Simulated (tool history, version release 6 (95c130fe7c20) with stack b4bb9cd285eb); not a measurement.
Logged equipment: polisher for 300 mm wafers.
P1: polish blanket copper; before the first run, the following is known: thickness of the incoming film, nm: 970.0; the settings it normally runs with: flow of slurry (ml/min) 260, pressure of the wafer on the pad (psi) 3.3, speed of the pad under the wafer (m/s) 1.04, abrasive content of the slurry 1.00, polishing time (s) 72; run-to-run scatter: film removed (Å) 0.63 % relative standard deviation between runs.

run   hour  flow of slurry (ml/min)  pressure of the wafer on the pad (psi)  speed of the pad under the wafer (m/s)  abrasive content of the slurry  polishing time (s)  film removed (Å)
  1    9.7                      260                                     3.3                                    1.04                            1.00                  72            2269.3
  2   20.0                      260                                     3.3                                    1.04                            1.00                  72            2281.0
  3   27.8                      260                                     1.5                                    1.04                            1.00                  72            1030.4
  4   35.6                      365                                     3.3                                    1.04                            1.00                 111            3659.5
  5   44.4                      260                                     3.3                                    1.04                            1.00                  72            2248.7
  6   51.5                      260                                     3.3                                    1.04                            1.00                  38            1202.8
  7   60.5                      155                                     3.3                                    1.04                            1.00                  96            2838.9
  8   69.9                      260                                     3.3                                    1.64                            1.00                  72            3602.9
  9   83.9                      260                                     3.3                                    1.04                            1.00                  72            2271.1
 10   97.1                      260                                     3.3                                    0.70                            1.00                  72            1527.0
 11  109.6                      155                                     3.3                                    1.04                            1.00                  72            2141.0
 12  116.0                      260                                     3.3                                    1.04                            0.65                  72            2090.4
 13  130.0                      260                                     3.3                                    1.04                            1.00                 111            3483.0
 14  139.5                      260                                     3.3                                    1.04                            1.45                  72            2465.4
 15  149.9                      260                                     4.4                                    1.04                            1.00                  72            3047.1
 16  158.1                      260                                     3.3                                    1.04                            1.00                  72            2281.8
 17  164.6                      365                                     3.3                                    1.04                            1.00                  72            2337.7
 18  177.5                      260                                     3.3                                    1.04                            1.00                  72            2286.6
 19  190.0                      260                                     3.3                                    1.04                            1.00                  72            2227.8
 20  203.7                      260                                     3.3                                    1.04                            1.00                  72            2215.6
 21  213.0                      260                                     3.3                                    1.04                            1.00                  72            2182.8
     214.7  -- slurry blender recalibrated
 22  219.3                      260                                     3.3                                    1.04                            1.00                  72            2171.3
 23  230.9                      260                                     3.3                                    1.04                            1.00                  72            2187.4
 24  244.9                      260                                     3.3                                    1.04                            1.00                  72            2170.9
     251.2  -- head pressure recalibrated
 25  256.2                      260                                     3.3                                    1.04                            1.00                  72            2183.3

Predict the results of run 26:
 26  269.8                      260                                     3.3                                    1.04                            1.00                  72                 ?

Run 26 produced film removed (Å) 2141.3.
